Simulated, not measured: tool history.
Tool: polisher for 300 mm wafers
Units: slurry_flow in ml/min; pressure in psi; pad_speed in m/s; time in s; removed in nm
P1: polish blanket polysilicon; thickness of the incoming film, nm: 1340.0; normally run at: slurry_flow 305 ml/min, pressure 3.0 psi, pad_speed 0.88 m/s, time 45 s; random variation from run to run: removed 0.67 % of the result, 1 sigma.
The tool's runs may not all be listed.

run	day	slurry_flow	pressure	pad_speed	time	wafers polished on this pad	hours since the slurry nozzle was cleaned	hours since the head pressure was calibrated	removed
1	0.379	305	3.0	0.88	45	774	258.5	351.2	300.42
2	0.575	305	4.5	0.88	45	824	263.2	355.9	452.60
3	0.904	420	3.0	0.88	45	908	271.1	363.8	307.99
4	1.342	305	1.7	0.88	45	1020	281.6	374.3	171.16
5	1.675	305	3.0	0.88	45	1105	289.6	382.3	298.61
6	1.962	305	3.0	0.88	45	1178	296.5	389.2	303.40
7	2.333	305	3.0	0.88	45	1273	305.4	398.1	299.24
8	2.625	185	3.0	0.88	45	1347	312.4	405.1	282.94
9	2.921	305	3.0	0.40	45	1423	319.5	412.2	136.41
10	3.183	305	3.0	0.88	45	1490	325.8	418.5	297.80
11	3.525	305	3.0	0.88	71	1577	334.0	426.7	470.07
12	3.771	305	1.8	0.88	69	1640	339.9	432.6	275.62
13	4.179	305	3.0	0.88	22	1744	349.7	442.4	146.32
14	4.583	305	3.0	0.88	45	1848	359.4	452.1	300.78
15	5.008	380	3.0	0.88	20	1956	369.6	462.3	137.14
16	5.321	305	3.0	1.32	45	2036	377.1	469.8	450.76
17	5.533	460	3.0	0.88	27	2090	382.2	474.9	187.65
18	5.812	305	3.0	0.88	45	2162	388.9	481.6	302.15
19	6.046	305	3.0	0.88	45	2221	394.5	487.2	297.11
20	6.271	305	3.0	0.88	45	2279	399.9	492.6	295.28
# day 6.433: head pressure recalibrated
21	6.571	305	3.0	0.88	45	2355	407.1	3.3	295.54
22	6.904	305	3.0	0.88	45	2440	415.1	11.3	291.91
23	7.104	305	3.0	0.88	45	2492	419.9	16.1	290.51
24	7.329	305	3.0	0.88	45	2549	425.3	21.5	292.22

What P1 gives has crept away from where it was. These 2 causes fit the log equally well, each at the size given:
A: slurry flow missing at the pad, % = 28.9
B: removal rate lost through wear of the pad, % = 3.53
The creep began at about day 5.812.
Why every other cause is out:
head's pressure below its setpoint, %: serviced at day 6.433, which brought nothing back

4 check runs are offered, each on 5 wafers whose results are averaged, their results left as question marks. Which one tells the causes apart?
check 1	7.554	305	4.5	1.28	45				?
check 2	7.554	305	4.0	0.40	45				?
check 3	7.554	370	3.0	0.88	28				?
check 4	7.554	185	3.0	0.88	69				?

What each check would give under each cause:
check	result	if A	if B
check 1	removed	633.94	633.93
check 2	removed	176.10	176.09
check 3	removed	184.77	183.65
check 4	removed	411.84	420.80
How far apart the two closest causes lie, in the result that separates them most: check 1 0 %; check 2 0 %; check 3 0.61 %; check 4 2.15 %
Only check 4 tells the causes apart: in the others they would give nearly the same result.

Check 4 was then run and gave: removed 419.40 nm. Which cause is it?

It is B: removal rate lost through wear of the pad, %.

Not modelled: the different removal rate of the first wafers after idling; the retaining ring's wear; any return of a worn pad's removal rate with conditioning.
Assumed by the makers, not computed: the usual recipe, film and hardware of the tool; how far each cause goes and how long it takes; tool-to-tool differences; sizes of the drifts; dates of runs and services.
